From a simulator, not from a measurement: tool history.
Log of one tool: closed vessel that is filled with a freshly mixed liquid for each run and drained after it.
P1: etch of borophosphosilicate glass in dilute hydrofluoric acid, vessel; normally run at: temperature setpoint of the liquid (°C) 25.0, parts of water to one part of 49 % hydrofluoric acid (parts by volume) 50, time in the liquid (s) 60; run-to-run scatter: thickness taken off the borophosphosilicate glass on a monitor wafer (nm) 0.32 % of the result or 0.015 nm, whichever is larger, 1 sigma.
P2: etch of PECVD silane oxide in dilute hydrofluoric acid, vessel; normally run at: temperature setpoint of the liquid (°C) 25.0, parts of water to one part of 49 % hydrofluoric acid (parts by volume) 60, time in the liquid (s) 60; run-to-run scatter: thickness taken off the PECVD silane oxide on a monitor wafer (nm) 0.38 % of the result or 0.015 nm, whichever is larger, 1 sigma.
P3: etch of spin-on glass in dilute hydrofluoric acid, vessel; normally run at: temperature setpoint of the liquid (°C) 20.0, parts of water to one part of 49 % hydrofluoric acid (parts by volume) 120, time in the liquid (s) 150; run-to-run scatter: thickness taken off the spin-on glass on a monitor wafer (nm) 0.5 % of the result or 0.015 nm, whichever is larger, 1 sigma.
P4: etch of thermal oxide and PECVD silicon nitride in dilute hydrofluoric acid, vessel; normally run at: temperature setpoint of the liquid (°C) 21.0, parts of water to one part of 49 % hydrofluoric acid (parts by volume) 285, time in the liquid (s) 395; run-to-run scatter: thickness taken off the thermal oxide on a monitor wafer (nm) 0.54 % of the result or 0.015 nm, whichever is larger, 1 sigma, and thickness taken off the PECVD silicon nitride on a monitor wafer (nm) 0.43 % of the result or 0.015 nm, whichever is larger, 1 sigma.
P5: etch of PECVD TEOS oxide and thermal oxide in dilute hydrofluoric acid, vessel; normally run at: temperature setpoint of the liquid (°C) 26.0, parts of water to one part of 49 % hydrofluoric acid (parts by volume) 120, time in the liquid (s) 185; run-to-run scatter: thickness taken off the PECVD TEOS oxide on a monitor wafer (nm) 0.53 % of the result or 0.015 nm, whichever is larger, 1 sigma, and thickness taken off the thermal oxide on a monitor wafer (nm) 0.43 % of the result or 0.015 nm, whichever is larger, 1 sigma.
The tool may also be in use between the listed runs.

run	hour	process that ran	temperature setpoint of the liquid (°C)	parts of water to one part of 49 % hydrofluoric acid (parts by volume)	time in the liquid (s)	thickness taken off the borophosphosilicate glass on a monitor wafer (nm)	thickness taken off the thermal oxide on a monitor wafer (nm)	thickness taken off the PECVD silicon nitride on a monitor wafer (nm)	thickness taken off the spin-on glass on a monitor wafer (nm)	thickness taken off the PECVD TEOS oxide on a monitor wafer (nm)	thickness taken off the PECVD silane oxide on a monitor wafer (nm)
1	15.0	P1	25.0	50	60	56.054					
2	28.5	P1	25.0	50	30	27.984					
3	45.5	P1	25.0	20	60	145.750					
4	58.4	P4	21.0	285	395		4.6436	6.0694			
5	68.0	P1	25.0	70	60	38.928					
6	82.0	P3	20.0	120	30				8.7915		
7	90.5	P3	20.0	70	150				79.0650		
8	103.1	P1	25.0	50	60	56.236					
9	114.8	P5	26.0	120	355		14.7630			60.699	
10	129.4	P2	25.0	60	30						15.967
11	144.5	P4	27.5	285	395		5.8409	9.1262			
12	155.4	P1	25.0	50	60	56.089					
13	167.3	P3	20.0	120	150				44.1480		
14	181.6	P2	32.5	60	60						43.062
15	197.0	P4	21.0	285	395		4.6575	6.0238			
16	205.7	P1	25.0	50	60	56.373					
17	223.0	P4	21.0	485	395		2.2847	3.6263			
18	239.2	P3	26.0	120	150				55.5730		
19	254.8	P5	26.0	120	185		7.7074			32.041	
20	267.1	P1	29.5	25	60	139.130					
21	282.9	P2	25.0	105	60						17.194
22	292.5	P5	26.0	35	185		29.5160			121.860	
23	300.3	P2	25.0	60	60						31.878
24	310.3	P1	25.0	50	90	84.213					
25	324.3	P2	25.0	60	60						31.845
26	336.5	P5	33.0	120	185		9.9744			40.851	
27	347.5	P4	21.0	285	605		7.1046	9.2823			
28	361.3	P1	33.5	50	60	78.225					
29	376.8	P1	19.5	50	60	44.331					
30	385.3	P1	25.0	20	30	73.101					
31	403.3	P1	25.0	50	60	56.377					
32	415.3	P1	25.0	50	60	55.092					
33	429.1	P1	25.0	50	60	53.707					
34	444.2	P1	25.0	50	60	53.265					
35	456.6	P1	25.0	50	60	52.730					
36	464.5	P1	25.0	50	60	52.817					
37	480.3	P1	25.0	50	60	52.419					
38	495.6	P1	25.0	50	60	52.586					
39	511.5	P1	25.0	50	60	52.590					
40	520.4	P1	25.0	50	60	52.183					
41	531.1	P1	25.0	50	60	52.256					

What P1 gives has crept away from where it was. These 2 causes fit the log equally well, each at the size given:
A: hydrofluoric acid flow below the setpoint (%) = 6.29
B: liquid colder than its thermometer reads (K) = 1.69
The creep began at about hour 403.3.

4 check runs are offered, one wafer each, their results left as question marks. Which one tells the causes apart?
check 1	541.8	P3	20.0	120	150				?		
check 2	541.8	P2	25.0	60	60						?
check 3	541.8	P4	21.0	285	395		?	?			
check 4	541.8	P5	26.0	120	185		?			?	

What each check would give under each cause:
check	result	if A	if B
check 1	thickness taken off the spin-on glass on a monitor wafer (nm)	40.8280	41.0130
check 2	thickness taken off the PECVD silane oxide on a monitor wafer (nm)	29.695	29.739
check 3	thickness taken off the thermal oxide on a monitor wafer (nm)	4.2753	4.3635
check 3	thickness taken off the PECVD silicon nitride on a monitor wafer (nm)	5.6978	5.4499
check 4	thickness taken off the thermal oxide on a monitor wafer (nm)	7.1462	7.2155
check 4	thickness taken off the PECVD TEOS oxide on a monitor wafer (nm)	29.482	29.768
How far apart the two closest causes lie, in the result that separates them most: check 1 0.45 %; check 2 0.15 %; check 3 4.45 %; check 4 0.97 %
Only check 3 tells the causes apart: in the others they would give nearly the same result.

Then check 3 was run and gave: thickness taken off the thermal oxide on a monitor wafer (nm) 4.3764; thickness taken off the PECVD silicon nitride on a monitor wafer (nm) 5.4728. Which cause is it?

It is B: liquid colder than its thermometer reads (K).
